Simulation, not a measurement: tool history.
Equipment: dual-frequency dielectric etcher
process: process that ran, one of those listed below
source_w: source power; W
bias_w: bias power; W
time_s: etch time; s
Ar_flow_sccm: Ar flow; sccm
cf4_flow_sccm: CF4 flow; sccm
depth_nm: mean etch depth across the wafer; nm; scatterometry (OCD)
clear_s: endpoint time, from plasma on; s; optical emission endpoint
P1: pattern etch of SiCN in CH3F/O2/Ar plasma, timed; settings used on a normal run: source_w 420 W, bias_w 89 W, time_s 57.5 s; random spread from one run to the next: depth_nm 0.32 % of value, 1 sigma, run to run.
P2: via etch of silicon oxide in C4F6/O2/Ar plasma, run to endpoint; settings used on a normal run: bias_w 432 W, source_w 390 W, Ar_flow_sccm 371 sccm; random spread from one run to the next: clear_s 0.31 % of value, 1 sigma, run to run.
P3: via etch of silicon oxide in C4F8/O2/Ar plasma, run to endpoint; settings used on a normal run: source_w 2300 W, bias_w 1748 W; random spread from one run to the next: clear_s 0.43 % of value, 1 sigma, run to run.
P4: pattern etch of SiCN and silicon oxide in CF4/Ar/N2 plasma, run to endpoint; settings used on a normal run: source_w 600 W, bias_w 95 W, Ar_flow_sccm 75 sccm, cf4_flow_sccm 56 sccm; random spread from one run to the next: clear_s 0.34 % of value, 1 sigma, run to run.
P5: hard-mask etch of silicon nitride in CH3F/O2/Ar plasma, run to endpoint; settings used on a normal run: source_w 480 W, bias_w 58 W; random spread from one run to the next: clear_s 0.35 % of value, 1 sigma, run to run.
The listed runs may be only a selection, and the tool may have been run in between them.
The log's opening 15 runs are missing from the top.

run	hour	process	source_w	bias_w	time_s	Ar_flow_sccm	cf4_flow_sccm	depth_nm	clear_s
16	153.4	P1	570	89	57.5			26.628	
17	163.8	P3	2990	1748					173.54
18	174.9	P1	420	68	57.5			21.557	
19	185.9	P5	580	58					76.537
20	192	P1	320	112	57.5			23.487	
21	200.9	P1	420	89	57.5			23.848	
22	208	P1	420	89	57.5			23.878	
23	213.5	P4	740	95		75	56		6.8012
24	225.3	P4	600	56		75	56		9.6736
25	237	P1	420	89	57.5			23.751	
26	243.8	P2	390	432		371			25.953
27	255.7	P3	2300	1748					192.63
28	263.1	P5	480	35					96.786
29	273.7	P1	420	89	44			18.254	
30	284.7	P1	420	89	57.5			23.947	
31	291	P4	600	95		75	56		8.1299
32	301	P1	420	114	57.5			26.199	
33	308.2	P1	420	89	57.5			23.696	
34	318.3	P1	420	89	57.5			23.618	
35	323.8	P1	420	89	57.5			23.651	
36	335.5	P1	420	89	57.5			23.535	

What does the tool deliver on the next run?
# hour 341.8: wet clean of the chamber
37	344.8	P1	420	89	57.5			?	

{"run 37": {"depth_nm": 23.461}}
